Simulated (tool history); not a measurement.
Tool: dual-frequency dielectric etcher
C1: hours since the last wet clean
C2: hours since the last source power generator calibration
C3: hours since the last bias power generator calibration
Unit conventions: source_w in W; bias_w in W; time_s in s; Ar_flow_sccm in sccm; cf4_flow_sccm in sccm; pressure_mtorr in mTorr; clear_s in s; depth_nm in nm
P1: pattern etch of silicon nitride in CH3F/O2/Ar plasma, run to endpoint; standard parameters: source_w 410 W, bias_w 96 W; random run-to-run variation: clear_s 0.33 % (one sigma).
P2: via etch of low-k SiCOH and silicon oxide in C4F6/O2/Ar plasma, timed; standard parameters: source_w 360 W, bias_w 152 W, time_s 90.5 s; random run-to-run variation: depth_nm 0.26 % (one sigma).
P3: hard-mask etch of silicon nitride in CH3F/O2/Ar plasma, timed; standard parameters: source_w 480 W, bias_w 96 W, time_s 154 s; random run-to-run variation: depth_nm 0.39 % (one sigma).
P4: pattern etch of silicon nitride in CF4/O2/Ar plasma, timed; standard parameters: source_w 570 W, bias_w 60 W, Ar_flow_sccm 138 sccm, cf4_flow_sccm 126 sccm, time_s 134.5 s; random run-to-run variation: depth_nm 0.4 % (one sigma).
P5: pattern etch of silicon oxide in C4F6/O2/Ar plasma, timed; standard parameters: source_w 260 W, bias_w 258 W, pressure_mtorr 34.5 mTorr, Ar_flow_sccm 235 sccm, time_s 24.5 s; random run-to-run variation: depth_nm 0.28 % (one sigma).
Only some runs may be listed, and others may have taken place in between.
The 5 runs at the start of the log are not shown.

{"run": 6, "hour": 71.4, "process": "P1", "source_w": 500, "bias_w": 126, "C1": 425.9, "C2": 340.9, "C3": 1331.1, "clear_s": 63.529}
{"run": 7, "hour": 86.0, "process": "P2", "source_w": 360, "bias_w": 152, "time_s": 52.5, "C1": 440.5, "C2": 355.5, "C3": 1345.7, "depth_nm": 132.01}
{"run": 8, "hour": 99.4, "process": "P1", "source_w": 560, "bias_w": 96, "C1": 453.9, "C2": 368.9, "C3": 1359.1, "clear_s": 67.261}
{"run": 9, "hour": 113.2, "process": "P2", "source_w": 360, "bias_w": 152, "time_s": 90.5, "C1": 467.7, "C2": 382.7, "C3": 1372.9, "depth_nm": 226.76}
{"run": 10, "hour": 126.9, "process": "P1", "source_w": 410, "bias_w": 96, "C1": 481.4, "C2": 396.4, "C3": 1386.6, "clear_s": 75.57}
{"run": 11, "hour": 135.8, "process": "P4", "source_w": 570, "bias_w": 60, "time_s": 193, "Ar_flow_sccm": 138, "cf4_flow_sccm": 126, "C1": 490.3, "C2": 405.3, "C3": 1395.5, "depth_nm": 442.96}
{"run": 12, "hour": 150.0, "process": "P5", "source_w": 260, "bias_w": 258, "time_s": 18.5, "Ar_flow_sccm": 235, "pressure_mtorr": 34.5, "C1": 504.5, "C2": 419.5, "C3": 1409.7, "depth_nm": 57.419}
{"run": 13, "hour": 158.8, "process": "P3", "source_w": 480, "bias_w": 96, "time_s": 189, "C1": 513.3, "C2": 428.3, "C3": 1418.5, "depth_nm": 154.19}
{"run": 14, "hour": 167.0, "process": "P1", "source_w": 410, "bias_w": 96, "C1": 521.5, "C2": 436.5, "C3": 1426.7, "clear_s": 75.932}
{"run": 15, "hour": 174.4, "process": "P1", "source_w": 280, "bias_w": 96, "C1": 528.9, "C2": 443.9, "C3": 1434.1, "clear_s": 86.517}
{"run": 16, "hour": 188.2, "process": "P4", "source_w": 570, "bias_w": 60, "time_s": 134.5, "Ar_flow_sccm": 100, "cf4_flow_sccm": 126, "C1": 542.7, "C2": 457.7, "C3": 1447.9, "depth_nm": 321.84}
{"run": 17, "hour": 198.0, "process": "P5", "source_w": 260, "bias_w": 258, "time_s": 24.5, "Ar_flow_sccm": 235, "pressure_mtorr": 34.5, "C1": 552.5, "C2": 467.5, "C3": 1457.7, "depth_nm": 76.376}
{"run": 18, "hour": 208.8, "process": "P5", "source_w": 340, "bias_w": 258, "time_s": 24.5, "Ar_flow_sccm": 235, "pressure_mtorr": 34.5, "C1": 563.3, "C2": 478.3, "C3": 1468.5, "depth_nm": 84.347}
{"run": 19, "hour": 217.7, "process": "P1", "source_w": 330, "bias_w": 126, "C1": 572.2, "C2": 487.2, "C3": 1477.4, "clear_s": 74.031}
{"hour": 222.7, "done": "wet clean of the chamber"}
{"run": 20, "hour": 229.4, "process": "P5", "source_w": 260, "bias_w": 258, "time_s": 24.5, "Ar_flow_sccm": 153, "pressure_mtorr": 34.5, "C1": 6.7, "C2": 498.9, "C3": 1489.1, "depth_nm": 80.02}
{"run": 21, "hour": 244.9, "process": "P5", "source_w": 260, "bias_w": 258, "time_s": 24.5, "Ar_flow_sccm": 235, "pressure_mtorr": 26.5, "C1": 22.2, "C2": 514.4, "C3": 1504.6, "depth_nm": 78.579}
{"run": 22, "hour": 256.4, "process": "P5", "source_w": 260, "bias_w": 329, "time_s": 24.5, "Ar_flow_sccm": 235, "pressure_mtorr": 34.5, "C1": 33.7, "C2": 525.9, "C3": 1516.1, "depth_nm": 83.361}
{"run": 23, "hour": 269.2, "process": "P1", "source_w": 410, "bias_w": 96, "C1": 46.5, "C2": 538.7, "C3": 1528.9, "clear_s": 75.947}
{"run": 24, "hour": 279.1, "process": "P4", "source_w": 570, "bias_w": 60, "time_s": 134.5, "Ar_flow_sccm": 138, "cf4_flow_sccm": 126, "C1": 56.4, "C2": 548.6, "C3": 1538.8, "depth_nm": 307.63}
{"run": 25, "hour": 288.7, "process": "P4", "source_w": 570, "bias_w": 76, "time_s": 134.5, "Ar_flow_sccm": 138, "cf4_flow_sccm": 126, "C1": 66, "C2": 558.2, "C3": 1548.4, "depth_nm": 340.55}
{"run": 26, "hour": 303.5, "process": "P1", "source_w": 410, "bias_w": 65, "C1": 80.8, "C2": 573, "C3": 1563.2, "clear_s": 86.538}
{"run": 27, "hour": 319.5, "process": "P4", "source_w": 570, "bias_w": 60, "time_s": 134.5, "Ar_flow_sccm": 138, "cf4_flow_sccm": 82, "C1": 96.8, "C2": 589, "C3": 1579.2, "depth_nm": 291.8}

The next listed run, before its measurement:
{"run": 28, "hour": 330.5, "process": "P1", "source_w": 410, "bias_w": 119, "C1": 107.8, "C2": 600, "C3": 1590.2, "clear_s": "?"}

{"run 28": {"clear_s": 69.745}}
